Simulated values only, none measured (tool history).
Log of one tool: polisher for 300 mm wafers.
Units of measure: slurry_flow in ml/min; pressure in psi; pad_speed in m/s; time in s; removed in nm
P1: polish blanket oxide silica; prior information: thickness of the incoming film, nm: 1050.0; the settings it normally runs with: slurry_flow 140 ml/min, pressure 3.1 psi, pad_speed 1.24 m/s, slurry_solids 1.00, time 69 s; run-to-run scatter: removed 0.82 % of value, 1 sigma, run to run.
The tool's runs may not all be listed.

run	day	slurry_flow	pressure	pad_speed	slurry_solids	time	wafers polished on this pad	hours since the slurry nozzle was cleaned	hours since the head pressure was calibrated	hours since the slurry blender was calibrated	hours since the conditioning disc was replaced	removed
1	0.312	140	3.1	1.24	1.00	69	345	372.0	307.2	145.5	195.7	151.810
2	0.617	85	3.1	1.24	1.00	69	392	379.3	314.5	152.8	203.0	134.210
3	0.925	140	3.1	0.86	1.00	102	440	386.7	321.9	160.2	210.4	168.160
# day 1.288: slurry blender recalibrated
4	1.317	140	3.1	1.24	1.00	69	501	396.1	331.3	0.7	219.8	150.160
5	1.650	140	3.1	1.24	1.00	36	552	404.1	339.3	8.7	227.8	78.486
6	1.967	140	3.1	0.66	1.00	69	602	411.7	346.9	16.3	235.4	90.340
7	2.362	140	1.4	1.24	1.00	45	663	421.2	356.4	25.8	244.9	45.068
8	2.667	140	1.5	1.24	1.00	69	711	428.5	363.7	33.1	252.2	73.715
9	3.042	215	3.1	1.24	1.00	69	769	437.5	372.7	42.1	261.2	161.320
# day 3.058: head pressure recalibrated
10	3.238	140	3.1	1.24	1.00	69	799	442.2	4.4	46.8	265.9	148.680
11	3.571	140	3.1	1.24	1.00	108	851	450.2	12.4	54.8	273.9	237.070
12	3.904	140	3.1	0.88	1.00	46	903	458.2	20.4	62.8	281.9	77.038
13	4.283	140	3.1	1.24	1.00	69	962	467.3	29.5	71.9	291.0	150.460
14	4.483	140	3.1	1.24	1.25	69	993	472.1	34.3	76.7	295.8	165.900
15	4.762	140	3.1	1.24	1.00	69	1036	478.8	41.0	83.4	302.5	149.940
16	5.033	140	4.4	1.24	1.00	69	1078	485.3	47.5	89.9	309.0	218.770
17	5.442	140	3.1	1.80	1.00	69	1142	495.1	57.3	99.7	318.8	202.720
18	5.804	140	3.1	1.24	0.50	69	1198	503.8	66.0	108.4	327.5	105.790
19	6.175	140	3.1	1.24	1.00	69	1256	512.7	74.9	117.3	336.4	152.650
20	6.454	140	3.1	1.24	1.00	69	1299	519.4	81.6	124.0	343.1	151.580

Predict the results of run 21:
21	6.829	140	3.1	1.24	1.00	69	1358	528.4	90.6	133.0	352.1	?

Run 21 produced removed 146.640 nm.
